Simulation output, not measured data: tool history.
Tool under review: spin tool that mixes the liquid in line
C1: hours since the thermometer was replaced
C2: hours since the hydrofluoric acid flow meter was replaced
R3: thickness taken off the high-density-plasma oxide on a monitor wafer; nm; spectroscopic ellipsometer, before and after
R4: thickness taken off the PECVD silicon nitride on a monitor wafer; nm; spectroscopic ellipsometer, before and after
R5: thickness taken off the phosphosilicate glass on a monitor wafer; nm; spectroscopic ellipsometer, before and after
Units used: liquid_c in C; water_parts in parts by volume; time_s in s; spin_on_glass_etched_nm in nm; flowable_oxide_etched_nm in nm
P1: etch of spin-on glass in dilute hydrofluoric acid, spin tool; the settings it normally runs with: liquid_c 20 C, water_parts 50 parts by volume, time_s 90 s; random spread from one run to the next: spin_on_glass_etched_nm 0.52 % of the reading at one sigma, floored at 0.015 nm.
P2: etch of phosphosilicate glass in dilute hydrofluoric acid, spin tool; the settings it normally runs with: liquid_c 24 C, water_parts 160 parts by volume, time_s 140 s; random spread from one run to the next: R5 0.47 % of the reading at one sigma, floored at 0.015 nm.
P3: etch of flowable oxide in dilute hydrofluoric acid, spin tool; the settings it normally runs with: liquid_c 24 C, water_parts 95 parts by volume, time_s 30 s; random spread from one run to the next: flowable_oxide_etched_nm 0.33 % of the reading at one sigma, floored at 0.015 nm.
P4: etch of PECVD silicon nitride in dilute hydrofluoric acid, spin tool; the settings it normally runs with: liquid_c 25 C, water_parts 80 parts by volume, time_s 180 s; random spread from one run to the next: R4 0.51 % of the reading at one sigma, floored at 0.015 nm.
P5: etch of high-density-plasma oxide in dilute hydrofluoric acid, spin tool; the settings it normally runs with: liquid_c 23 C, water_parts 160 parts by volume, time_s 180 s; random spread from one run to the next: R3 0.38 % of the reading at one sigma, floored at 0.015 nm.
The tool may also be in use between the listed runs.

run 1 hour=6.5 | process=P1 liquid_c=20 water_parts=50 time_s=90 | C1=325.4 C2=1117.4 | spin_on_glass_etched_nm=38.507
run 2 hour=13.2 | process=P1 liquid_c=20 water_parts=50 time_s=140 | C1=332.1 C2=1124.1 | spin_on_glass_etched_nm=60.344
run 3 hour=21.6 | process=P3 liquid_c=24 water_parts=95 time_s=30 | C1=340.5 C2=1132.5 | flowable_oxide_etched_nm=16.075
run 4 hour=34.7 | process=P5 liquid_c=17 water_parts=160 time_s=180 | C1=353.6 C2=1145.6 | R3=4.8913
run 5 hour=48.7 | process=P4 liquid_c=25 water_parts=80 time_s=180 | C1=367.6 C2=1159.6 | R4=4.4798
run 6 hour=55.3 | process=P1 liquid_c=20 water_parts=85 time_s=90 | C1=374.2 C2=1166.2 | spin_on_glass_etched_nm=22.068
run 7 hour=64 | process=P4 liquid_c=25 water_parts=135 time_s=180 | C1=382.9 C2=1174.9 | R4=2.7065
run 8 hour=76.8 | process=P1 liquid_c=20 water_parts=50 time_s=15 | C1=395.7 C2=1187.7 | spin_on_glass_etched_nm=6.4842
run 9 hour=89.3 | process=P3 liquid_c=24 water_parts=25 time_s=30 | C1=408.2 C2=1200.2 | flowable_oxide_etched_nm=66.941
run 10 hour=97.2 | process=P1 liquid_c=20 water_parts=30 time_s=170 | C1=416.1 C2=1208.1 | spin_on_glass_etched_nm=125.61
run 11 hour=106 | process=P1 liquid_c=20 water_parts=20 time_s=90 | C1=424.9 C2=1216.9 | spin_on_glass_etched_nm=101
run 12 hour=113 | process=P1 liquid_c=20 water_parts=50 time_s=90 | C1=431.9 C2=1223.9 | spin_on_glass_etched_nm=38.762
run 13 hour=124.9 | process=P1 liquid_c=17 water_parts=50 time_s=90 | C1=443.8 C2=1235.8 | spin_on_glass_etched_nm=33.784
run 14 hour=136.3 | process=P3 liquid_c=24 water_parts=95 time_s=15 | C1=455.2 C2=1247.2 | flowable_oxide_etched_nm=8.0091
run 15 hour=147.9 | process=P1 liquid_c=20 water_parts=50 time_s=90 | C1=466.8 C2=1258.8 | spin_on_glass_etched_nm=38.953
run 16 hour=159 | process=P5 liquid_c=23 water_parts=160 time_s=75 | C1=477.9 C2=1269.9 | R3=2.6143
-- hour=166.4 thermometer replaced
run 17 hour=173.2 | process=P3 liquid_c=24 water_parts=95 time_s=30 | C1=6.8 C2=1284.1 | flowable_oxide_etched_nm=16.096
run 18 hour=180.6 | process=P2 liquid_c=24 water_parts=160 time_s=30 | C1=14.2 C2=1291.5 | R5=10.028
run 19 hour=193.8 | process=P4 liquid_c=20 water_parts=80 time_s=180 | C1=27.4 C2=1304.7 | R4=3.2582
run 20 hour=202.9 | process=P4 liquid_c=25 water_parts=80 time_s=360 | C1=36.5 C2=1313.8 | R4=9.0936
run 21 hour=211.3 | process=P1 liquid_c=20 water_parts=50 time_s=90 | C1=44.9 C2=1322.2 | spin_on_glass_etched_nm=39.168
run 22 hour=218.8 | process=P5 liquid_c=23 water_parts=160 time_s=180 | C1=52.4 C2=1329.7 | R3=6.2351
run 23 hour=225.9 | process=P3 liquid_c=17 water_parts=95 time_s=30 | C1=59.5 C2=1336.8 | flowable_oxide_etched_nm=12.012
run 24 hour=235.4 | process=P5 liquid_c=23 water_parts=35 time_s=180 | C1=69 C2=1346.3 | R3=33.222
run 25 hour=242.5 | process=P2 liquid_c=24 water_parts=260 time_s=140 | C1=76.1 C2=1353.4 | R5=25.887
run 26 hour=248.6 | process=P2 liquid_c=24 water_parts=160 time_s=140 | C1=82.2 C2=1359.5 | R5=46.956
run 27 hour=257.3 | process=P2 liquid_c=17 water_parts=160 time_s=140 | C1=90.9 C2=1368.2 | R5=35.608
run 28 hour=267.7 | process=P1 liquid_c=28 water_parts=50 time_s=90 | C1=101.3 C2=1378.6 | spin_on_glass_etched_nm=53.846
run 29 hour=274.2 | process=P1 liquid_c=17 water_parts=35 time_s=90 | C1=107.8 C2=1385.1 | spin_on_glass_etched_nm=49.512
run 30 hour=283.2 | process=P1 liquid_c=20 water_parts=50 time_s=90 | C1=116.8 C2=1394.1 | spin_on_glass_etched_nm=39.065
run 31 hour=291.7 | process=P1 liquid_c=20 water_parts=50 time_s=90 | C1=125.3 C2=1402.6 | spin_on_glass_etched_nm=40.545
run 32 hour=304.5 | process=P1 liquid_c=20 water_parts=50 time_s=90 | C1=138.1 C2=1415.4 | spin_on_glass_etched_nm=40.964
run 33 hour=311.2 | process=P1 liquid_c=20 water_parts=50 time_s=90 | C1=144.8 C2=1422.1 | spin_on_glass_etched_nm=41.413
run 34 hour=317.9 | process=P1 liquid_c=20 water_parts=50 time_s=90 | C1=151.5 C2=1428.8 | spin_on_glass_etched_nm=42.095
run 35 hour=330.6 | process=P1 liquid_c=20 water_parts=50 time_s=90 | C1=164.2 C2=1441.5 | spin_on_glass_etched_nm=42.482
run 36 hour=340 | process=P1 liquid_c=20 water_parts=50 time_s=90 | C1=173.6 C2=1450.9 | spin_on_glass_etched_nm=42.304
run 37 hour=348.1 | process=P1 liquid_c=20 water_parts=50 time_s=90 | C1=181.7 C2=1459 | spin_on_glass_etched_nm=42.41
run 38 hour=354.7 | process=P1 liquid_c=20 water_parts=50 time_s=90 | C1=188.3 C2=1465.6 | spin_on_glass_etched_nm=42.233

What P1 gives has crept off from where it sat before. The 2 causes that follow fit the log equally well, each at the size noted:
A: hydrofluoric acid flow above the setpoint (%) = 8.68
B: liquid hotter than its thermometer reads (K) = 2.09
Onset of the creep was near hour 283.2.

Consider the 4 single-wafer check runs listed below, results given as question marks: which one distinguishes between the causes by giving clearly different results for each?
run check 1 hour=361.3 | process=P2 liquid_c=17.5 water_parts=160 time_s=140 | R5=?
run check 2 hour=361.3 | process=P3 liquid_c=24 water_parts=65 time_s=30 | flowable_oxide_etched_nm=?
run check 3 hour=361.3 | process=P4 liquid_c=25 water_parts=135 time_s=180 | R4=?
run check 4 hour=361.3 | process=P5 liquid_c=17 water_parts=160 time_s=85 | R3=?

Check results expected under each cause:
check=check_1 result=R5 if_A=39.978 if_B=39.508
check=check_2 result=flowable_oxide_etched_nm if_A=26.645 if_B=26.494
check=check_3 result=R4 if_A=2.9437 if_B=3.0969
check=check_4 result=R3 if_A=2.5409 if_B=2.5124
Smallest distance between any two causes, each pair judged by its most separating result, in per cent: check 1 1.18 %; check 2 0.57 %; check 3 5.07 %; check 4 1.13 %
Only check 3 tells the causes apart: in the others they would give nearly the same result.

The results of check 3 are: R4 2.9497 nm. Based on these, which of the listed causes is it?

It was cause A: hydrofluoric acid flow above the setpoint (%).

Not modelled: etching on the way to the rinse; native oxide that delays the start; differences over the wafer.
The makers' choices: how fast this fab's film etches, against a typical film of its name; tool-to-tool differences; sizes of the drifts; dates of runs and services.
